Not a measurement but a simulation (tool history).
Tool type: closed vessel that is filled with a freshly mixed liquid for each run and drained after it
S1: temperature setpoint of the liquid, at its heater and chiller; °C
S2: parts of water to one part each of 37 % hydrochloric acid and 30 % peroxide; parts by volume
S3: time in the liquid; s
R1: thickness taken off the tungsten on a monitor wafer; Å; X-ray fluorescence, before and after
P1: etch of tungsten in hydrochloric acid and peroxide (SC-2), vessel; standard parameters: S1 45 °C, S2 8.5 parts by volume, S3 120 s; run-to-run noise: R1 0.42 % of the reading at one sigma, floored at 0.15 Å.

run	hour	S1	S2	S3	R1
1	9.5	45	8.5	120	242.19
2	19.2	45	8.5	120	240.5
3	25.9	45	8.5	120	241.95
4	34.9	45	8.5	120	240.85
5	41.2	35	8.5	120	118.68
6	51.6	45	4	120	421.47
7	58.1	45	13	120	168.83
8	66.7	45	8.5	120	242.64
9	71.9	58.5	8.5	120	589.07
10	78.9	45	8.5	30	60.484
11	85.9	45	8.5	120	241.09
12	93.7	45	13	225	317.78
13	98.9	45	8.5	230	465.55
14	110.4	45	8.5	120	241.77
15	117.3	45	8.5	120	242.01
16	124	45	8.5	120	233.57
17	133.4	45	8.5	120	229.26
18	139.8	45	8.5	120	225.71
19	148	45	8.5	120	223.79
20	156.7	45	8.5	120	221.9
# hour 167.7: new drum of peroxide connected
21	168.1	45	8.5	120	221.34
22	179.7	45	8.5	120	220.76
23	185.6	45	8.5	120	220
24	194.1	45	8.5	120	219.89
25	202	45	8.5	120	218.5

The log shows P1 creeping away from where it was. Any of the 2 causes listed here, at the size stated for it, fits the log just as well as the others:
A: liquid colder than its thermometer reads (K) = 1.39
B: chemicals flow below the setpoint (%) = 11.1
Onset of the creep was near hour 117.3.
Why every other cause is out:
peroxide weaker than its label (%): work on it at hour 167.7, done after the drift set in, did not restore what the process gave before

Which of the 4 check runs listed below, each an average over 2 wafers with its results shown as question marks, gives clearly different results under the different listed causes?
check 1	209.9	45	6	120	?
check 2	209.9	35	12	120	?
check 3	209.9	35	4	120	?
check 4	209.9	45	6	210	?

If the cause were each of the candidates in turn, the checks would give the following:
check	result	if A	if B
check 1	R1	287.69	289.57
check 2	R1	80.294	80.353
check 3	R1	187.35	191.62
check 4	R1	503.45	506.75
Gap, in per cent, between the two causes that each check separates least, read from the result that separates them most: check 1 0.65 %; check 2 0.07 %; check 3 2.25 %; check 4 0.65 %
Check 3 is the one run that separates the causes; every other check would come out nearly the same whichever cause is at work.

With check 3 done, the readings were: R1 187.36 Å. Identify which of the listed causes applies.

It was cause A: liquid colder than its thermometer reads (K).
